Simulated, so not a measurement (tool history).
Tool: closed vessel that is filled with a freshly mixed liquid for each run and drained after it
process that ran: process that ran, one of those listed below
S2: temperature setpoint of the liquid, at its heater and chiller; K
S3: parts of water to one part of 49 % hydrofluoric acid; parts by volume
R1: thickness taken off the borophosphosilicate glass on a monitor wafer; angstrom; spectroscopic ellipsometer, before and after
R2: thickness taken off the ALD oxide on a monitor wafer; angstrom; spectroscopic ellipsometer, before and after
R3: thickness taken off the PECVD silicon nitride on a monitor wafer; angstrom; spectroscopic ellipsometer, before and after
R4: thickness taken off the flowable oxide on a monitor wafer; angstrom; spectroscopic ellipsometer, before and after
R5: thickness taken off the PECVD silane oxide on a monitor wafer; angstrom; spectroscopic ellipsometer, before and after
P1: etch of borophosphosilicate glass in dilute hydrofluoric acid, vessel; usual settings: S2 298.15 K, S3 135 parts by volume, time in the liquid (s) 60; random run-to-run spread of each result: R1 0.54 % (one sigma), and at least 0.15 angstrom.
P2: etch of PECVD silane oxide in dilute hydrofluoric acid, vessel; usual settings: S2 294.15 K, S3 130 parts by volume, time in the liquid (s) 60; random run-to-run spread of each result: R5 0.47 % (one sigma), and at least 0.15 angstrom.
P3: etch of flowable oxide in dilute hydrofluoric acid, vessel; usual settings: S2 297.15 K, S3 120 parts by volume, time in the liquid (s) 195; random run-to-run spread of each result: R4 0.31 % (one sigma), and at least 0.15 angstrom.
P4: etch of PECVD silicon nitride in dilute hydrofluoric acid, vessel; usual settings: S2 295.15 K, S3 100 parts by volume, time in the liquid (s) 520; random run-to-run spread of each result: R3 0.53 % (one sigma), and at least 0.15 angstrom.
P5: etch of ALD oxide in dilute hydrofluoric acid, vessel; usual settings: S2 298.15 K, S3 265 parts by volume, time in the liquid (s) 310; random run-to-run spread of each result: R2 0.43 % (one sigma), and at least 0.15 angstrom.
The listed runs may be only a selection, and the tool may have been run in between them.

{"run": 1, "hour": 8.7, "process that ran": "P1", "S2": 298.15, "S3": 135, "time in the liquid (s)": 60, "R1": 156.25}
{"run": 2, "hour": 17.5, "process that ran": "P1", "S2": 298.15, "S3": 135, "time in the liquid (s)": 60, "R1": 156.29}
{"hour": 25.0, "done": "thermometer replaced"}
{"run": 3, "hour": 25.6, "process that ran": "P1", "S2": 305.15, "S3": 180, "time in the liquid (s)": 60, "R1": 142.55}
{"run": 4, "hour": 30.2, "process that ran": "P5", "S2": 291.15, "S3": 265, "time in the liquid (s)": 310, "R2": 205.31}
{"run": 5, "hour": 39.0, "process that ran": "P5", "S2": 298.15, "S3": 265, "time in the liquid (s)": 310, "R2": 264.73}
{"run": 6, "hour": 46.4, "process that ran": "P1", "S2": 298.15, "S3": 135, "time in the liquid (s)": 60, "R1": 153.87}
{"run": 7, "hour": 50.5, "process that ran": "P4", "S2": 291.15, "S3": 100, "time in the liquid (s)": 520, "R3": 92.808}
{"run": 8, "hour": 54.6, "process that ran": "P1", "S2": 303.15, "S3": 135, "time in the liquid (s)": 60, "R1": 186.66}
{"run": 9, "hour": 58.7, "process that ran": "P1", "S2": 298.15, "S3": 135, "time in the liquid (s)": 60, "R1": 155.34}
{"run": 10, "hour": 64.8, "process that ran": "P3", "S2": 297.15, "S3": 40, "time in the liquid (s)": 195, "R4": 1692.2}
{"run": 11, "hour": 69.9, "process that ran": "P3", "S2": 297.15, "S3": 120, "time in the liquid (s)": 195, "R4": 510.05}
{"run": 12, "hour": 78.5, "process that ran": "P2", "S2": 294.15, "S3": 130, "time in the liquid (s)": 60, "R5": 202.01}
{"run": 13, "hour": 87.1, "process that ran": "P5", "S2": 298.15, "S3": 405, "time in the liquid (s)": 310, "R2": 149.77}
{"run": 14, "hour": 92.5, "process that ran": "P2", "S2": 294.15, "S3": 130, "time in the liquid (s)": 30, "R5": 101.89}
{"run": 15, "hour": 99.9, "process that ran": "P4", "S2": 295.15, "S3": 100, "time in the liquid (s)": 125, "R3": 28.894}
{"run": 16, "hour": 107.6, "process that ran": "P1", "S2": 298.15, "S3": 135, "time in the liquid (s)": 60, "R1": 155.92}
{"run": 17, "hour": 115.4, "process that ran": "P3", "S2": 297.15, "S3": 120, "time in the liquid (s)": 30, "R4": 78.495}
{"run": 18, "hour": 121.1, "process that ran": "P1", "S2": 298.15, "S3": 70, "time in the liquid (s)": 60, "R1": 323.4}
{"run": 19, "hour": 128.3, "process that ran": "P4", "S2": 295.15, "S3": 100, "time in the liquid (s)": 520, "R3": 121.52}
{"run": 20, "hour": 133.8, "process that ran": "P1", "S2": 298.15, "S3": 135, "time in the liquid (s)": 30, "R1": 77.528}
{"run": 21, "hour": 140.2, "process that ran": "P1", "S2": 298.15, "S3": 135, "time in the liquid (s)": 60, "R1": 156.16}
{"run": 22, "hour": 147.7, "process that ran": "P1", "S2": 298.15, "S3": 135, "time in the liquid (s)": 60, "R1": 156.67}
{"run": 23, "hour": 156.4, "process that ran": "P5", "S2": 298.15, "S3": 265, "time in the liquid (s)": 565, "R2": 480.29}
{"run": 24, "hour": 162.8, "process that ran": "P1", "S2": 298.15, "S3": 135, "time in the liquid (s)": 115, "R1": 299.03}
{"run": 25, "hour": 167.3, "process that ran": "P1", "S2": 298.15, "S3": 245, "time in the liquid (s)": 60, "R1": 76.162}
{"run": 26, "hour": 172.8, "process that ran": "P2", "S2": 294.15, "S3": 190, "time in the liquid (s)": 60, "R5": 131.19}
{"run": 27, "hour": 181.5, "process that ran": "P4", "S2": 295.15, "S3": 145, "time in the liquid (s)": 520, "R3": 84.737}

For run 28, what comes out?
{"run": 28, "hour": 189.4, "process that ran": "P1", "S2": 291.65, "S3": 135, "time in the liquid (s)": 60, "R1": "?"}

R1: 120.200 angstrom
